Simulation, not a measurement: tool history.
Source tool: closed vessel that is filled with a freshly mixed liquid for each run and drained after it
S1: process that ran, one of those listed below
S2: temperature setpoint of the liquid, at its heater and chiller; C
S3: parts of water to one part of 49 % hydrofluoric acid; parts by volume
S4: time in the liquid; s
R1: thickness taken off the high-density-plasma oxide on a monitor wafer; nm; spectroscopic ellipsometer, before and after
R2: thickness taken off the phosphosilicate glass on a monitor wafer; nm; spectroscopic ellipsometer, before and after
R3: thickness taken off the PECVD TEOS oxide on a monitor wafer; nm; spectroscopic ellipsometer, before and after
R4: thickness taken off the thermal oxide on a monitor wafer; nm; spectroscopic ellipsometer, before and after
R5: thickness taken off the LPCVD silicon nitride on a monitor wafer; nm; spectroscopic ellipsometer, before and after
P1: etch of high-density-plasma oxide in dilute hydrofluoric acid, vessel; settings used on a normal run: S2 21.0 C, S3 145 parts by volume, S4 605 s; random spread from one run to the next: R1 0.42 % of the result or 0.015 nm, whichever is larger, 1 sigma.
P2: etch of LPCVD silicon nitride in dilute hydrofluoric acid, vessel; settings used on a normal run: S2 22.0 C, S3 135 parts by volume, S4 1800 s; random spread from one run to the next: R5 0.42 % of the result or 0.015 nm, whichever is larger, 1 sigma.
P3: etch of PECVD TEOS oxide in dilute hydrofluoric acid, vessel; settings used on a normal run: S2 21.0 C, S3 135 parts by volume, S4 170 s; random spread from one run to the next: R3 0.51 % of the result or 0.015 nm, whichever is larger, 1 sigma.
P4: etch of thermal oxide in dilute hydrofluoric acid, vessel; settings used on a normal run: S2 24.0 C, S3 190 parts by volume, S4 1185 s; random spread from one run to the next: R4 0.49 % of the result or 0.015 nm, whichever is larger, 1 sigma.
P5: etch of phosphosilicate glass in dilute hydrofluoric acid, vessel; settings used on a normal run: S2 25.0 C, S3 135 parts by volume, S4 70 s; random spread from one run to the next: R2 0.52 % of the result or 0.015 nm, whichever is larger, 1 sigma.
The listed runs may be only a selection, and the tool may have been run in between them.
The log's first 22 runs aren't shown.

Run 23, hour 102.8: S1 P1, S2 21.0 C, S3 145 parts by volume, S4 1000 s. Result: R1 30.5820 nm.
Run 24, hour 105.5: S1 P5, S2 25.0 C, S3 135 parts by volume, S4 70 s. Result: R2 47.391 nm.
Run 25, hour 111.7: S1 P5, S2 25.0 C, S3 135 parts by volume, S4 70 s. Result: R2 47.109 nm.
Run 26, hour 115.7: S1 P1, S2 21.0 C, S3 145 parts by volume, S4 605 s. Result: R1 18.3620 nm.
At hour 116.6: hydrofluoric acid flow meter replaced.
Run 27, hour 121.9: S1 P5, S2 33.0 C, S3 135 parts by volume, S4 70 s. Result: R2 63.391 nm.
Run 28, hour 125.1: S1 P1, S2 21.0 C, S3 145 parts by volume, S4 605 s. Result: R1 18.3280 nm.
Run 29, hour 129.6: S1 P4, S2 24.0 C, S3 190 parts by volume, S4 1185 s. Result: R4 27.7090 nm.
Run 30, hour 134.8: S1 P1, S2 21.0 C, S3 145 parts by volume, S4 605 s. Result: R1 18.3390 nm.
Run 31, hour 139.3: S1 P1, S2 21.0 C, S3 145 parts by volume, S4 605 s. Result: R1 18.7770 nm.

Run 32, settings as shown, results not yet in. Your forecast:
Run 32, hour 145.0: S1 P1, S2 21.0 C, S3 145 parts by volume, S4 605 s. Result: R1 ?.

{"run 32": {"R1": 19.093}}
